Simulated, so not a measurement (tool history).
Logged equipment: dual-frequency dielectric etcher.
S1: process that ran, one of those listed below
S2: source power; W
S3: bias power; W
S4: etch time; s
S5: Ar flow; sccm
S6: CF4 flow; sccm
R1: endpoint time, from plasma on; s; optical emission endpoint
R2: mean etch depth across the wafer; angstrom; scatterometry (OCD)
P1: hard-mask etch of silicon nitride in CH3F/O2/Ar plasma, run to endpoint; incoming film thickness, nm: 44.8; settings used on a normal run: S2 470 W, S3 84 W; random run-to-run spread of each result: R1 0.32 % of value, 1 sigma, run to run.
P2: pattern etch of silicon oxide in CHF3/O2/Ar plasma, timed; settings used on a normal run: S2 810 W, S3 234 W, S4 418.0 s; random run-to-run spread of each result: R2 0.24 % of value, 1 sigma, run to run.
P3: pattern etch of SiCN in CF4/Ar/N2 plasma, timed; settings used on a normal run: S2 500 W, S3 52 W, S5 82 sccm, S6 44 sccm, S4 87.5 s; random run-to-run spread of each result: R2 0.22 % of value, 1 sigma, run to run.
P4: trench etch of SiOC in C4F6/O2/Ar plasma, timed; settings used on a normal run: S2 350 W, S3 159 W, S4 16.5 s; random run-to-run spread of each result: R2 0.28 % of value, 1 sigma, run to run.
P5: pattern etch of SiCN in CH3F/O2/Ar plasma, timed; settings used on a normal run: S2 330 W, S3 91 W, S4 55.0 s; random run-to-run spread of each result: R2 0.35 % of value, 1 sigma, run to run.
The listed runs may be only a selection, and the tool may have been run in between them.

run   hour  S1    S2   S3     S4  S5  S6      R1        R2
  1    4.2  P1   470   84                 56.651
  2    6.8  P5   330   91   55.0                    200.27
  3    9.6  P5   410   91   55.0                    219.32
  4   13.4  P3   500   62   87.5  82  44            740.64
  5   17.0  P1   330   84                 65.168
  6   19.6  P1   470   84                 56.538
  7   24.0  P4   350  159   16.5                    323.72
  8   28.1  P3   500   52   87.5  60  44            733.77
  9   30.9  P1   570  107                 48.167
 10   33.5  P5   330  119   55.0                    223.78
 11   38.0  P2   810  322  418.0                  11392.00
 12   42.1  P1   470   84                 56.591
 13   44.6  P1   470   84                 56.735
 14   49.1  P3   500   52   87.5  82  61            737.28
      51.9  -- wet clean of the chamber
 15   52.2  P4   350  200   16.5                    346.34
 16   54.5  P1   470  113                 50.812
 17   58.6  P1   470   60                 63.397
 18   62.7  P1   620   84                 51.258
 19   66.6  P3   500   52   87.5  82  44            694.87
 20   70.0  P4   210  159   16.5                    264.83
 21   73.3  P5   330   91   55.0                    202.75
 22   76.2  P2   810  234  418.0                  10228.00
 23   80.0  P2  1110  234  418.0                  11466.00
 24   84.1  P1   550  113                 48.122
 25   87.0  P3   500   52   87.5  82  44            693.26
 26   90.5  P3   700   52   87.5  82  44            933.48
 27   93.2  P3   500   52   48.0  82  44            381.84
 28   95.5  P1   470   84                 56.680
 29   98.9  P2   810  234  276.0                   6735.40
 30  101.6  P5   330   91   72.0                    263.79
 31  105.6  P4   350  159   24.0                    470.36
 32  109.6  P1   470   84                 56.692
 33  113.9  P1   470   84                 55.859
 34  116.7  P1   470   84                 56.108
 35  119.8  P1   470   84                 55.750
 36  123.3  P1   470   84                 55.836
     123.6  -- wet clean of the chamber
 37  125.6  P1   470   84                 56.062
 38  128.8  P1   470   84                 56.032

Something has made what P1 gives creep away from where it was; the 2 causes below, each at its own stated size, fit the log equally well:
A: source power that arrives over what is set, % = 4.34
B: bias power that arrives over what is set, % = 4.67
The onset of the drift is placed at about hour 109.6.
Other possible causes, and why each is ruled out:
chamber walls in a state that raises the etch rate, %: serviced at hour 123.6, which brought nothing back

Question marks stand in for the results of the 4 check runs listed below, each run on one wafer. Under which run would the listed causes show clearly different results?
check 1  132.0  P2  810  234  418.0               ?
check 2  132.0  P5  330   91   55.0               ?
check 3  132.0  P3  500   52   87.5  82  44       ?
check 4  132.0  P4  350  159   16.5               ?

Predicted outcomes, by check and by cause:
  check  result      if A      if B
check 1      R2  10345.00  10342.00
check 2      R2    205.07    205.38
check 3      R2    722.91    707.08
check 4      R2    328.44    327.67
Per-check spread between the two closest causes, in the result where they differ most: check 1 0.02 %; check 2 0.15 %; check 3 2.21 %; check 4 0.23 %
The causes can be told apart only by check 3. The other checks would give nearly the same results under each of them.

Running check 3 produced the following: R2 723.73 angstrom. Which one of the listed causes fits?

A is the cause: source power that arrives over what is set, %.
